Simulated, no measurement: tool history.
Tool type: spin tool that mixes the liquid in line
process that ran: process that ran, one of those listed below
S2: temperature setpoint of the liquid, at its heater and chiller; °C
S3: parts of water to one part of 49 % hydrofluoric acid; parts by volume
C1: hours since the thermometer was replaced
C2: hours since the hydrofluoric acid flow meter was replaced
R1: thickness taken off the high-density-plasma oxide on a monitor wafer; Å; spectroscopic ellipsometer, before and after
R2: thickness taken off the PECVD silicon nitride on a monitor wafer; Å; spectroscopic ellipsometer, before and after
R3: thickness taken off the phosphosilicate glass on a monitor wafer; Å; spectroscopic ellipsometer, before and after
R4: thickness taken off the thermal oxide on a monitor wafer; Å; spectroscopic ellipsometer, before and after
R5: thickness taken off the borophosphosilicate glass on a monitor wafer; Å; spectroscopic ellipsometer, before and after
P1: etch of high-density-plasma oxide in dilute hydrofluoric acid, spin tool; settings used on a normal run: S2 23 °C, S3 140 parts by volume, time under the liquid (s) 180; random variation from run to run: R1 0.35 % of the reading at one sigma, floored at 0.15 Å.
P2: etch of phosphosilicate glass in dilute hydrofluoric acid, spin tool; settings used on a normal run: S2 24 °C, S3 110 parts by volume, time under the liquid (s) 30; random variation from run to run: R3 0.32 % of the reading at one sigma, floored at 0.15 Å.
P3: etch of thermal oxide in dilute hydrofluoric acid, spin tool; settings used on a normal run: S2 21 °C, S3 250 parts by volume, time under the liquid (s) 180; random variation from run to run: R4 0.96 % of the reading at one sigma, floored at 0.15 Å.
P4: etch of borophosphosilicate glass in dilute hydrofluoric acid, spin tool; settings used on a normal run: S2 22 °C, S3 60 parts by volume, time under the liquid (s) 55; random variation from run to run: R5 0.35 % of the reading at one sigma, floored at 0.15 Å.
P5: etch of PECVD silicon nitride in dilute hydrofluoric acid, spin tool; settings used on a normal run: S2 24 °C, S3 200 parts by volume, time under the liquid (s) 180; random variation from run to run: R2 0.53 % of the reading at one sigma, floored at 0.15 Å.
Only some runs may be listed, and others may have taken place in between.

Run 1, day 0.458: process that ran P1, S2 23 °C, S3 140 parts by volume, time under the liquid (s) 180; C1 1325.6; C2 464.4. Result: R1 59.324 Å.
Run 2, day 0.979: process that ran P1, S2 23 °C, S3 140 parts by volume, time under the liquid (s) 265; C1 1338.1; C2 476.9. Result: R1 87.96 Å.
Run 3, day 1.362: process that ran P1, S2 23 °C, S3 140 parts by volume, time under the liquid (s) 180; C1 1347.3; C2 486.1. Result: R1 59.19 Å.
Run 4, day 1.858: process that ran P1, S2 23 °C, S3 45 parts by volume, time under the liquid (s) 180; C1 1359.2; C2 498. Result: R1 208.11 Å.
Run 5, day 2.246: process that ran P1, S2 17 °C, S3 140 parts by volume, time under the liquid (s) 15; C1 1368.5; C2 507.3. Result: R1 3.9061 Å.
Run 6, day 2.696: process that ran P1, S2 17 °C, S3 140 parts by volume, time under the liquid (s) 180; C1 1379.3; C2 518.1. Result: R1 46.945 Å.
Run 7, day 3.017: process that ran P5, S2 24 °C, S3 120 parts by volume, time under the liquid (s) 180; C1 1387; C2 525.8. Result: R2 82.329 Å.
Run 8, day 3.438: process that ran P2, S2 30.5 °C, S3 110 parts by volume, time under the liquid (s) 30; C1 1397.1; C2 535.9. Result: R3 730.6 Å.
Run 9, day 3.883: process that ran P1, S2 27 °C, S3 140 parts by volume, time under the liquid (s) 180; C1 1407.8; C2 546.6. Result: R1 69.406 Å.
Run 10, day 4.3: process that ran P3, S2 21 °C, S3 250 parts by volume, time under the liquid (s) 180; C1 1417.8; C2 556.6. Result: R4 25.556 Å.
Run 11, day 4.838: process that ran P1, S2 23 °C, S3 140 parts by volume, time under the liquid (s) 180; C1 1430.7; C2 569.5. Result: R1 59.718 Å.
Run 12, day 5.183: process that ran P1, S2 23 °C, S3 140 parts by volume, time under the liquid (s) 65; C1 1439; C2 577.8. Result: R1 21.204 Å.
Run 13, day 5.596: process that ran P5, S2 30 °C, S3 200 parts by volume, time under the liquid (s) 180; C1 1448.9; C2 587.7. Result: R2 71.48 Å.
Run 14, day 5.879: process that ran P1, S2 23 °C, S3 70 parts by volume, time under the liquid (s) 270; C1 1455.7; C2 594.5. Result: R1 192.93 Å.
Run 15, day 6.304: process that ran P4, S2 22 °C, S3 60 parts by volume, time under the liquid (s) 55; C1 1465.9; C2 604.7. Result: R5 236.99 Å.
Run 16, day 6.821: process that ran P3, S2 21 °C, S3 250 parts by volume, time under the liquid (s) 180; C1 1478.3; C2 617.1. Result: R4 25.81 Å.
Run 17, day 7.142: process that ran P1, S2 23 °C, S3 40 parts by volume, time under the liquid (s) 20; C1 1486; C2 624.8. Result: R1 26.162 Å.
Run 18, day 7.604: process that ran P4, S2 22 °C, S3 110 parts by volume, time under the liquid (s) 55; C1 1497.1; C2 635.9. Result: R5 120.45 Å.
Run 19, day 7.917: process that ran P1, S2 23 °C, S3 140 parts by volume, time under the liquid (s) 180; C1 1504.6; C2 643.4. Result: R1 59.517 Å.
Run 20, day 8.208: process that ran P1, S2 23 °C, S3 140 parts by volume, time under the liquid (s) 180; C1 1511.6; C2 650.4. Result: R1 58.911 Å.
Run 21, day 8.588: process that ran P2, S2 24 °C, S3 150 parts by volume, time under the liquid (s) 30; C1 1520.7; C2 659.5. Result: R3 397.31 Å.
Run 22, day 9.125: process that ran P4, S2 22 °C, S3 60 parts by volume, time under the liquid (s) 110; C1 1533.6; C2 672.4. Result: R5 467.99 Å.
Run 23, day 9.538: process that ran P5, S2 24 °C, S3 200 parts by volume, time under the liquid (s) 340; C1 1543.5; C2 682.3. Result: R2 92.595 Å.
Run 24, day 9.867: process that ran P3, S2 21 °C, S3 250 parts by volume, time under the liquid (s) 355; C1 1551.4; C2 690.2. Result: R4 51.153 Å.
Run 25, day 10.346: process that ran P2, S2 24 °C, S3 110 parts by volume, time under the liquid (s) 30; C1 1562.9; C2 701.7. Result: R3 566.99 Å.
Run 26, day 10.792: process that ran P1, S2 23 °C, S3 195 parts by volume, time under the liquid (s) 180; C1 1573.6; C2 712.4. Result: R1 40.447 Å.
Run 27, day 11.054: process that ran P1, S2 23 °C, S3 140 parts by volume, time under the liquid (s) 180; C1 1579.9; C2 718.7. Result: R1 59.519 Å.
Run 28, day 11.45: process that ran P1, S2 23 °C, S3 140 parts by volume, time under the liquid (s) 180; C1 1589.4; C2 728.2. Result: R1 59.332 Å.
Run 29, day 11.862: process that ran P3, S2 17 °C, S3 250 parts by volume, time under the liquid (s) 180; C1 1599.3; C2 738.1. Result: R4 21.795 Å.
Run 30, day 12.1: process that ran P4, S2 30 °C, S3 60 parts by volume, time under the liquid (s) 55; C1 1605; C2 743.8. Result: R5 325.62 Å.
Run 31, day 12.5: process that ran P2, S2 24 °C, S3 110 parts by volume, time under the liquid (s) 30; C1 1614.6; C2 753.4. Result: R3 572.6 Å.
Run 32, day 13.038: process that ran P5, S2 24 °C, S3 200 parts by volume, time under the liquid (s) 180; C1 1627.5; C2 766.3. Result: R2 49.312 Å.
Run 33, day 13.329: process that ran P2, S2 24 °C, S3 110 parts by volume, time under the liquid (s) 50; C1 1634.5; C2 773.3. Result: R3 946.67 Å.
Run 34, day 13.746: process that ran P3, S2 21 °C, S3 450 parts by volume, time under the liquid (s) 180; C1 1644.5; C2 783.3. Result: R4 11.961 Å.
Run 35, day 14.008: process that ran P1, S2 23 °C, S3 140 parts by volume, time under the liquid (s) 180; C1 1650.8; C2 789.6. Result: R1 59.528 Å.
Run 36, day 14.462: process that ran P1, S2 23 °C, S3 140 parts by volume, time under the liquid (s) 180; C1 1661.7; C2 800.5. Result: R1 61.556 Å.
Run 37, day 14.7: process that ran P1, S2 23 °C, S3 140 parts by volume, time under the liquid (s) 180; C1 1667.4; C2 806.2. Result: R1 61.989 Å.
Run 38, day 15.162: process that ran P1, S2 23 °C, S3 140 parts by volume, time under the liquid (s) 180; C1 1678.5; C2 817.3. Result: R1 62.952 Å.
Run 39, day 15.662: process that ran P1, S2 23 °C, S3 140 parts by volume, time under the liquid (s) 180; C1 1690.5; C2 829.3. Result: R1 63.651 Å.
Run 40, day 16.138: process that ran P1, S2 23 °C, S3 140 parts by volume, time under the liquid (s) 180; C1 1701.9; C2 840.7. Result: R1 63.771 Å.
Run 41, day 16.429: process that ran P1, S2 23 °C, S3 140 parts by volume, time under the liquid (s) 180; C1 1708.9; C2 847.7. Result: R1 63.951 Å.
Run 42, day 16.867: process that ran P1, S2 23 °C, S3 140 parts by volume, time under the liquid (s) 180; C1 1719.4; C2 858.2. Result: R1 63.996 Å.
Run 43, day 17.1: process that ran P1, S2 23 °C, S3 140 parts by volume, time under the liquid (s) 180; C1 1725; C2 863.8. Result: R1 64.092 Å.
Run 44, day 17.4: process that ran P1, S2 23 °C, S3 140 parts by volume, time under the liquid (s) 180; C1 1732.2; C2 871. Result: R1 64.16 Å.

The log shows P1 creeping away from where it was. Any of the 2 causes listed here, at the size stated for it, fits the log just as well as the others:
A: hydrofluoric acid flow above the setpoint (%) = 6.79
B: liquid hotter than its thermometer reads (K) = 1.98
At approximately day 14.008, the process output began to creep.

4 check runs are offered, one wafer each, their results left as question marks. Which one tells the causes apart?
Run check 1, day 17.7: process that ran P2, S2 29.5 °C, S3 110 parts by volume, time under the liquid (s) 30. Result: R3 ?.
Run check 2, day 17.7: process that ran P5, S2 24 °C, S3 200 parts by volume, time under the liquid (s) 335. Result: R2 ?.
Run check 3, day 17.7: process that ran P3, S2 17 °C, S3 250 parts by volume, time under the liquid (s) 180. Result: R4 ?.
Run check 4, day 17.7: process that ran P4, S2 22 °C, S3 90 parts by volume, time under the liquid (s) 110. Result: R5 ?.

Outcome of each check run for each possible cause:
  check  result    if A    if B
check 1      R3  755.92  754.36
check 2      R2  98.052  104.01
check 3      R4  23.886  23.799
check 4      R5  324.91  327.27
Separation of the two closest causes in each check, using whichever result separates them best: check 1 0.21 %; check 2 5.9 %; check 3 0.36 %; check 4 0.72 %
Check 2 tells the causes apart: in the others they would give nearly the same result.

Here is what check 2 returned: R2 104.18 Å. Which cause is it?

Of the candidate causes, it is B: liquid hotter than its thermometer reads (K).
